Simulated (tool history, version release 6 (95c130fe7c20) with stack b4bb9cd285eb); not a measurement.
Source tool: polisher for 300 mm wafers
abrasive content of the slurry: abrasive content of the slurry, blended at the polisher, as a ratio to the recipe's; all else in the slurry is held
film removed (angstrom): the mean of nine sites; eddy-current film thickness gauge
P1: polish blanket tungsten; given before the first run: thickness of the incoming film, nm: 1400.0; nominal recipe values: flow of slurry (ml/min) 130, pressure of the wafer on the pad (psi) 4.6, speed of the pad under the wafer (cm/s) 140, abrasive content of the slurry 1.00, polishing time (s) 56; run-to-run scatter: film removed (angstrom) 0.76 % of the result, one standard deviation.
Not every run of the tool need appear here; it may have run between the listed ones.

run	hour	flow of slurry (ml/min)	pressure of the wafer on the pad (psi)	speed of the pad under the wafer (cm/s)	abrasive content of the slurry	polishing time (s)	wafers polished on this pad	hours since the slurry nozzle was cleaned	hours since the head pressure was calibrated	hours since the slurry blender was calibrated	hours since the slurry got fresh peroxide	film removed (angstrom)
1	11.7	130	4.6	140	1.00	56	557	104.6	278.6	70.2	17.3	3720.9
2	27.8	130	4.6	140	1.00	56	663	120.7	294.7	86.3	33.4	3730.0
3	38.8	205	4.6	140	1.00	56	736	131.7	305.7	97.3	44.4	4103.5
4	51.7	130	4.6	140	1.00	56	821	144.6	318.6	110.2	57.3	3811.1
5	64.2	130	4.6	218	1.00	56	903	157.1	331.1	122.7	69.8	5864.6
6	78.9	130	4.6	140	1.00	74	1000	171.8	345.8	137.4	84.5	4946.4
# hour 84.5: head pressure recalibrated
7	96.2	130	4.6	140	1.45	25	1114	189.1	11.7	154.7	101.8	1811.5
8	114.7	130	4.6	140	1.00	56	1236	207.6	30.2	173.2	120.3	3746.6
9	128.0	130	7.1	140	1.00	56	1323	220.9	43.5	186.5	133.6	5723.6
10	136.9	85	4.6	140	1.00	56	1382	229.8	52.4	195.4	142.5	3380.3
11	148.9	130	4.6	78	1.00	56	1461	241.8	64.4	207.4	154.5	2059.2
# hour 157.7: slurry blender recalibrated
12	160.1	130	4.6	140	1.00	26	1535	253.0	75.6	2.4	165.7	1741.8
# hour 163.5: slurry nozzle cleaned
13	171.0	130	4.6	140	0.55	56	1607	7.5	86.5	13.3	176.6	3303.2
14	182.2	130	4.6	140	1.00	56	1680	18.7	97.7	24.5	187.8	3712.8
15	196.8	130	2.9	140	1.00	56	1777	33.3	112.3	39.1	202.4	2360.7
16	213.4	130	4.6	140	1.45	56	1886	49.9	128.9	55.7	219.0	4057.2
17	223.6	130	4.6	140	1.00	56	1953	60.1	139.1	65.9	229.2	3733.0
18	238.8	130	4.6	140	1.00	56	2053	75.3	154.3	81.1	244.4	3578.6
19	256.1	130	4.6	140	1.00	56	2167	92.6	171.6	98.4	261.7	3542.2
20	270.3	130	4.6	140	1.00	56	2261	106.8	185.8	112.6	275.9	3420.5
21	278.8	130	4.6	140	1.00	56	2317	115.3	194.3	121.1	284.4	3383.1
# hour 288.7: slurry blender recalibrated
22	293.9	130	4.6	140	1.00	56	2416	130.4	209.4	5.3	299.5	3410.8
# hour 304.8: slurry tank refilled with fresh slurry and peroxide
# hour 307.9: worn pad replaced by a new one
23	310.2	130	4.6	140	1.00	56	15	146.7	225.7	21.6	5.5	3359.6
24	322.6	130	4.6	140	1.00	56	97	159.1	238.1	34.0	17.9	3354.0
25	331.0	130	4.6	140	1.00	56	152	167.5	246.5	42.4	26.3	3357.6
26	343.2	130	4.6	140	1.00	56	233	179.7	258.7	54.6	38.5	3346.4
27	361.9	130	4.6	140	1.00	56	356	198.4	277.4	73.3	57.2	3311.1

What P1 gives has crept away from where it was. These 2 causes fit the log equally well, each at the size given:
A: head's pressure below its setpoint, % = 10.6
B: slurry flow missing at the pad, % = 36.6
The process output started creeping at around hour 223.6.
All other causes, with the reason each is excluded:
removal rate lost through wear of the pad, %: serviced after onset, at hour 307.9, with no recovery of the prior output
abrasive missing from the slurry, %: serviced after onset, at hour 288.7, with no recovery of the prior output
peroxide lost from the slurry, %: serviced after onset, at hour 304.8, with no recovery of the prior output

You are offered 4 check runs, listed below with question marks in place of their results; each one averages 3 wafers. Which run separates the listed causes by giving clearly different results for each?
check 1	380.6	130	5.7	84	1.00	56						?
check 2	380.6	130	6.7	140	1.00	56						?
check 3	380.6	130	4.6	140	0.60	56						?
check 4	380.6	200	4.6	106	1.00	56						?

Predicted outcomes, by check and by cause:
check	result	if A	if B
check 1	film removed (angstrom)	2484.5	2484.6
check 2	film removed (angstrom)	4867.3	4867.4
check 3	film removed (angstrom)	2970.5	2970.6
check 4	film removed (angstrom)	2715.9	2816.0
Per-check spread between the two closest causes, in the result where they differ most: check 1 0 %; check 2 0 %; check 3 0 %; check 4 3.62 %
The causes can be told apart only by check 4. The other checks would give nearly the same results under each of them.

Then check 4 was run and gave: film removed (angstrom) 2719.9. Which cause is it?

It was cause A: head's pressure below its setpoint, %.
